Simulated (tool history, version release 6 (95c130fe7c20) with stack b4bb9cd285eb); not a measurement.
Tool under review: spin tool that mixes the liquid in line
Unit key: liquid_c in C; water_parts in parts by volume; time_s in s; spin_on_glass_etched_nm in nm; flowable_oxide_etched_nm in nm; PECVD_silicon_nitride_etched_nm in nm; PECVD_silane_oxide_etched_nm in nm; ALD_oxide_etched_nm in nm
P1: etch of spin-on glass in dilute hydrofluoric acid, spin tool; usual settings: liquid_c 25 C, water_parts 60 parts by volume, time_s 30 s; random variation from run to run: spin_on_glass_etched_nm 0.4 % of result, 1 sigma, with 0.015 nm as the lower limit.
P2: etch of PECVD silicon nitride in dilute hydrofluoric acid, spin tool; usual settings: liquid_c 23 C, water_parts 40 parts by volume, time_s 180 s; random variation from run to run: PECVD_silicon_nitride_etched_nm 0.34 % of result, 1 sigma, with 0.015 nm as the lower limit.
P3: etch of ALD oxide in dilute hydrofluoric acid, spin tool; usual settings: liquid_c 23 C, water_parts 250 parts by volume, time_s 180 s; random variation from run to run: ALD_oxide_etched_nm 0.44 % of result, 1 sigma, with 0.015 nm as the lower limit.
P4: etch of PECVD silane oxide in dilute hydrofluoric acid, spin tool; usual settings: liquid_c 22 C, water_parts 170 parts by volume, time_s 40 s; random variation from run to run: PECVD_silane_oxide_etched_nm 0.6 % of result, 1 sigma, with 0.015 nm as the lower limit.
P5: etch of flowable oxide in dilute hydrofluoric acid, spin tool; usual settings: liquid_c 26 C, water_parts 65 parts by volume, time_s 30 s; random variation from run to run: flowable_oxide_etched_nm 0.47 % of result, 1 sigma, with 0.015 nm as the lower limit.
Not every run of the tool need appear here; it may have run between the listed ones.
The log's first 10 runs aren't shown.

run	hour	process	liquid_c	water_parts	time_s	hours since the thermometer was replaced	hours since the hydrofluoric acid flow meter was replaced	spin_on_glass_etched_nm	flowable_oxide_etched_nm	PECVD_silicon_nitride_etched_nm	PECVD_silane_oxide_etched_nm	ALD_oxide_etched_nm
11	98.2	P1	25	100	30	187.6	1132.1	11.3930				
12	108.9	P1	25	60	30	198.3	1142.8	19.9700				
13	115.9	P3	18	250	180	205.3	1149.8					10.260
14	124.2	P4	22	170	40	213.6	1158.1				5.5364	
15	137.0	P1	17	60	30	226.4	1170.9	14.3860				
16	146.1	P3	23	250	280	235.5	1180.0					18.921
17	156.6	P5	32	65	30	246.0	1190.5		16.7090			
18	168.9	P2	17	40	180	258.3	1202.8			7.5484		
19	177.5	P2	23	40	180	266.9	1211.4			11.5150		
20	188.3	P3	23	250	180	277.7	1222.2					12.351
21	201.3	P4	22	170	40	290.7	1235.2				5.4959	
22	209.9	P5	26	65	60	299.3	1243.8		26.4300			
23	219.6	P5	26	105	30	309.0	1253.5		7.7029			
24	228.8	P1	25	60	30	318.2	1262.7	20.1150				
25	240.5	P4	18	170	40	329.9	1274.4				4.7273	
26	252.0	P1	25	35	30	341.4	1285.9	35.4710				
27	258.0	P2	23	40	180	347.4	1291.9			11.5050		
28	266.7	P1	25	60	30	356.1	1300.6	19.9230				

Expected results for the next run?
29	274.0	P1	25	25	15	363.4	1307.9	?				

{"run 29": {"spin_on_glass_etched_nm": 25.231}}
